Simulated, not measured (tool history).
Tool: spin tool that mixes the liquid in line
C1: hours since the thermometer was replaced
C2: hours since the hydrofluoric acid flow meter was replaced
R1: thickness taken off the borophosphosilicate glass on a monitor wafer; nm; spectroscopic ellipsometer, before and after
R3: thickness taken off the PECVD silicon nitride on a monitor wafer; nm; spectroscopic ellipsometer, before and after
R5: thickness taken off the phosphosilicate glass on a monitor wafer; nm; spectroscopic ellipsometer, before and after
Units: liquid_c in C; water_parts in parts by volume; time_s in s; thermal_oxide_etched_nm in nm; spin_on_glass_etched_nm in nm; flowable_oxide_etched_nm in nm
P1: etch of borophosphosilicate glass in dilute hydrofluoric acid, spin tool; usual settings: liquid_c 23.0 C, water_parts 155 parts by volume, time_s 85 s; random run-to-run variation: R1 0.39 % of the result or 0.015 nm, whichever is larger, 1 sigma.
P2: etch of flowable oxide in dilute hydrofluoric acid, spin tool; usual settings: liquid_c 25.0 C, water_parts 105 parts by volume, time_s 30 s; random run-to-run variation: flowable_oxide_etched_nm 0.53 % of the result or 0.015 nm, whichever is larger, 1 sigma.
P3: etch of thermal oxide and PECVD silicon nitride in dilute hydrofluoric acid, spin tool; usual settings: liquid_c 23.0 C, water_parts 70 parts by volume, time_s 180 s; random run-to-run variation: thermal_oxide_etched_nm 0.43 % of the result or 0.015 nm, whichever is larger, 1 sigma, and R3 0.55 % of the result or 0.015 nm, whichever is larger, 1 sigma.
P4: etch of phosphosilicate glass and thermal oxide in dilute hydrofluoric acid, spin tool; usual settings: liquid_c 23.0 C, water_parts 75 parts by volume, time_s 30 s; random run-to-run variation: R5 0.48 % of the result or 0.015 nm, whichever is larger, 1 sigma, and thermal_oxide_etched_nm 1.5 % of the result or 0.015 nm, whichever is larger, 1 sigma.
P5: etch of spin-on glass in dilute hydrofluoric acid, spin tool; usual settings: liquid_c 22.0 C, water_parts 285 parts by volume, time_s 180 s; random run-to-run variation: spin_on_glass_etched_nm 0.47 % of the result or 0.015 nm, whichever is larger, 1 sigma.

{"run": 1, "hour": 8.2, "process": "P1", "liquid_c": 23.0, "water_parts": 155, "time_s": 85, "C1": 1307.0, "C2": 119.3, "R1": 30.782}
{"run": 2, "hour": 17.4, "process": "P3", "liquid_c": 23.0, "water_parts": 30, "time_s": 180, "C1": 1316.2, "C2": 128.5, "thermal_oxide_etched_nm": 30.479, "R3": 22.504}
{"run": 3, "hour": 26.7, "process": "P5", "liquid_c": 22.0, "water_parts": 285, "time_s": 355, "C1": 1325.5, "C2": 137.8, "spin_on_glass_etched_nm": 28.776}
{"run": 4, "hour": 32.7, "process": "P5", "liquid_c": 17.0, "water_parts": 285, "time_s": 180, "C1": 1331.5, "C2": 143.8, "spin_on_glass_etched_nm": 12.203}
{"run": 5, "hour": 41.1, "process": "P1", "liquid_c": 23.0, "water_parts": 70, "time_s": 85, "C1": 1339.9, "C2": 152.2, "R1": 75.803}
{"run": 6, "hour": 46.4, "process": "P4", "liquid_c": 23.0, "water_parts": 75, "time_s": 30, "C1": 1345.2, "C2": 157.5, "thermal_oxide_etched_nm": 1.7907, "R5": 78.723}
{"run": 7, "hour": 55.0, "process": "P3", "liquid_c": 29.5, "water_parts": 70, "time_s": 180, "C1": 1353.8, "C2": 166.1, "thermal_oxide_etched_nm": 16.132, "R3": 15.091}
{"run": 8, "hour": 65.6, "process": "P1", "liquid_c": 23.0, "water_parts": 155, "time_s": 85, "C1": 1364.4, "C2": 176.7, "R1": 30.526}
{"run": 9, "hour": 74.9, "process": "P4", "liquid_c": 31.0, "water_parts": 75, "time_s": 30, "C1": 1373.7, "C2": 186.0, "thermal_oxide_etched_nm": 2.4725, "R5": 106.68}
{"run": 10, "hour": 80.6, "process": "P1", "liquid_c": 23.0, "water_parts": 155, "time_s": 165, "C1": 1379.4, "C2": 191.7, "R1": 59.968}
{"run": 11, "hour": 89.2, "process": "P5", "liquid_c": 22.0, "water_parts": 70, "time_s": 180, "C1": 1388.0, "C2": 200.3, "spin_on_glass_etched_nm": 75.211}
{"run": 12, "hour": 97.8, "process": "P1", "liquid_c": 28.0, "water_parts": 155, "time_s": 135, "C1": 1396.6, "C2": 208.9, "R1": 58.842}
{"run": 13, "hour": 104.5, "process": "P5", "liquid_c": 22.0, "water_parts": 285, "time_s": 180, "C1": 1403.3, "C2": 215.6, "spin_on_glass_etched_nm": 14.66}
{"run": 14, "hour": 110.8, "process": "P1", "liquid_c": 23.0, "water_parts": 230, "time_s": 85, "C1": 1409.6, "C2": 221.9, "R1": 19.141}
{"run": 15, "hour": 115.7, "process": "P4", "liquid_c": 23.0, "water_parts": 75, "time_s": 30, "C1": 1414.5, "C2": 226.8, "thermal_oxide_etched_nm": 1.7587, "R5": 77.197}
{"run": 16, "hour": 126.0, "process": "P2", "liquid_c": 25.0, "water_parts": 165, "time_s": 30, "C1": 1424.8, "C2": 237.1, "flowable_oxide_etched_nm": 7.5777}
{"run": 17, "hour": 135.3, "process": "P1", "liquid_c": 23.0, "water_parts": 155, "time_s": 85, "C1": 1434.1, "C2": 246.4, "R1": 30.81}
{"run": 18, "hour": 141.4, "process": "P2", "liquid_c": 25.0, "water_parts": 105, "time_s": 15, "C1": 1440.2, "C2": 252.5, "flowable_oxide_etched_nm": 6.4013}
{"run": 19, "hour": 148.9, "process": "P2", "liquid_c": 25.0, "water_parts": 105, "time_s": 30, "C1": 1447.7, "C2": 260.0, "flowable_oxide_etched_nm": 12.899}
{"run": 20, "hour": 154.3, "process": "P2", "liquid_c": 29.0, "water_parts": 105, "time_s": 30, "C1": 1453.1, "C2": 265.4, "flowable_oxide_etched_nm": 15.03}
{"run": 21, "hour": 161.0, "process": "P1", "liquid_c": 23.0, "water_parts": 155, "time_s": 85, "C1": 1459.8, "C2": 272.1, "R1": 30.818}
{"run": 22, "hour": 166.3, "process": "P3", "liquid_c": 23.0, "water_parts": 70, "time_s": 100, "C1": 1465.1, "C2": 277.4, "thermal_oxide_etched_nm": 6.8642, "R3": 5.4484}
{"run": 23, "hour": 176.0, "process": "P3", "liquid_c": 23.0, "water_parts": 70, "time_s": 180, "C1": 1474.8, "C2": 287.1, "thermal_oxide_etched_nm": 12.475, "R3": 9.9227}
{"run": 24, "hour": 186.7, "process": "P5", "liquid_c": 22.0, "water_parts": 285, "time_s": 180, "C1": 1485.5, "C2": 297.8, "spin_on_glass_etched_nm": 14.649}
{"run": 25, "hour": 194.8, "process": "P1", "liquid_c": 23.0, "water_parts": 155, "time_s": 35, "C1": 1493.6, "C2": 305.9, "R1": 12.64}
{"run": 26, "hour": 204.2, "process": "P1", "liquid_c": 17.5, "water_parts": 155, "time_s": 85, "C1": 1503.0, "C2": 315.3, "R1": 24.995}
{"run": 27, "hour": 211.9, "process": "P1", "liquid_c": 31.0, "water_parts": 155, "time_s": 85, "C1": 1510.7, "C2": 323.0, "R1": 41.295}
{"run": 28, "hour": 216.6, "process": "P1", "liquid_c": 23.0, "water_parts": 155, "time_s": 85, "C1": 1515.4, "C2": 327.7, "R1": 30.521}
{"run": 29, "hour": 225.2, "process": "P3", "liquid_c": 23.0, "water_parts": 70, "time_s": 180, "C1": 1524.0, "C2": 336.3, "thermal_oxide_etched_nm": 12.405, "R3": 9.7755}
{"run": 30, "hour": 233.1, "process": "P4", "liquid_c": 23.0, "water_parts": 135, "time_s": 30, "C1": 1531.9, "C2": 344.2, "thermal_oxide_etched_nm": 0.93343, "R5": 40.356}
{"run": 31, "hour": 241.7, "process": "P1", "liquid_c": 23.0, "water_parts": 155, "time_s": 85, "C1": 1540.5, "C2": 352.8, "R1": 30.71}
{"run": 32, "hour": 252.4, "process": "P4", "liquid_c": 23.0, "water_parts": 75, "time_s": 15, "C1": 1551.2, "C2": 363.5, "thermal_oxide_etched_nm": 0.89483, "R5": 39.009}
{"run": 33, "hour": 263.1, "process": "P1", "liquid_c": 23.0, "water_parts": 155, "time_s": 85, "C1": 1561.9, "C2": 374.2, "R1": 30.692}
{"run": 34, "hour": 269.9, "process": "P1", "liquid_c": 23.0, "water_parts": 155, "time_s": 85, "C1": 1568.7, "C2": 381.0, "R1": 31.356}
{"run": 35, "hour": 277.4, "process": "P1", "liquid_c": 23.0, "water_parts": 155, "time_s": 85, "C1": 1576.2, "C2": 388.5, "R1": 31.93}
{"run": 36, "hour": 284.1, "process": "P1", "liquid_c": 23.0, "water_parts": 155, "time_s": 85, "C1": 1582.9, "C2": 395.2, "R1": 32.329}
{"run": 37, "hour": 294.1, "process": "P1", "liquid_c": 23.0, "water_parts": 155, "time_s": 85, "C1": 1592.9, "C2": 405.2, "R1": 32.681}
{"run": 38, "hour": 303.4, "process": "P1", "liquid_c": 23.0, "water_parts": 155, "time_s": 85, "C1": 1602.2, "C2": 414.5, "R1": 32.459}
{"run": 39, "hour": 309.5, "process": "P1", "liquid_c": 23.0, "water_parts": 155, "time_s": 85, "C1": 1608.3, "C2": 420.6, "R1": 32.609}
{"run": 40, "hour": 316.7, "process": "P1", "liquid_c": 23.0, "water_parts": 155, "time_s": 85, "C1": 1615.5, "C2": 427.8, "R1": 32.869}
{"run": 41, "hour": 322.9, "process": "P1", "liquid_c": 23.0, "water_parts": 155, "time_s": 85, "C1": 1621.7, "C2": 434.0, "R1": 32.906}
{"run": 42, "hour": 328.9, "process": "P1", "liquid_c": 23.0, "water_parts": 155, "time_s": 85, "C1": 1627.7, "C2": 440.0, "R1": 32.91}
{"run": 43, "hour": 335.3, "process": "P1", "liquid_c": 23.0, "water_parts": 155, "time_s": 85, "C1": 1634.1, "C2": 446.4, "R1": 32.952}

The log shows P1 creeping away from where it was. Any of the 2 causes listed here, at the size stated for it, fits the log just as well as the others:
A: hydrofluoric acid flow above the setpoint (%) = 5.91
B: liquid hotter than its thermometer reads (K) = 1.76
At approximately hour 263.1, the process output began to creep.

4 check runs are offered, one wafer each, their results left as question marks. Which one tells the causes apart?
{"run": "check 1", "hour": 341.7, "process": "P2", "liquid_c": 29.0, "water_parts": 105, "time_s": 20, "flowable_oxide_etched_nm": "?"}
{"run": "check 2", "hour": 341.7, "process": "P5", "liquid_c": 22.0, "water_parts": 105, "time_s": 245, "spin_on_glass_etched_nm": "?"}
{"run": "check 3", "hour": 341.7, "process": "P4", "liquid_c": 29.5, "water_parts": 130, "time_s": 30, "thermal_oxide_etched_nm": "?", "R5": "?"}
{"run": "check 4", "hour": 341.7, "process": "P3", "liquid_c": 28.5, "water_parts": 40, "time_s": 180, "thermal_oxide_etched_nm": "?", "R3": "?"}

If the cause were each of the candidates in turn, the checks would give the following:
check=check_1 result=flowable_oxide_etched_nm if_A=10.6790 if_B=10.6820
check=check_2 result=spin_on_glass_etched_nm if_A=69.391 if_B=69.804
check=check_3 result=thermal_oxide_etched_nm if_A=1.30160 if_B=1.29760
check=check_3 result=R5 if_A=57.671 if_B=57.497
check=check_4 result=thermal_oxide_etched_nm if_A=30.11500 if_B=30.39800
check=check_4 result=R3 if_A=25.9860 if_B=27.5510
Distance between the nearest two causes, measured in the result of the check that separates them most: check 1 0.03 %; check 2 0.59 %; check 3 0.3 %; check 4 5.85 %
Only in check 4 would the causes give clearly different results; in the remaining checks their results would be nearly the same.

With check 4 done, the readings were: thermal_oxide_etched_nm 30.25200 nm; R3 27.3040 nm. Identify which of the listed causes applies.

It is B: liquid hotter than its thermometer reads (K).

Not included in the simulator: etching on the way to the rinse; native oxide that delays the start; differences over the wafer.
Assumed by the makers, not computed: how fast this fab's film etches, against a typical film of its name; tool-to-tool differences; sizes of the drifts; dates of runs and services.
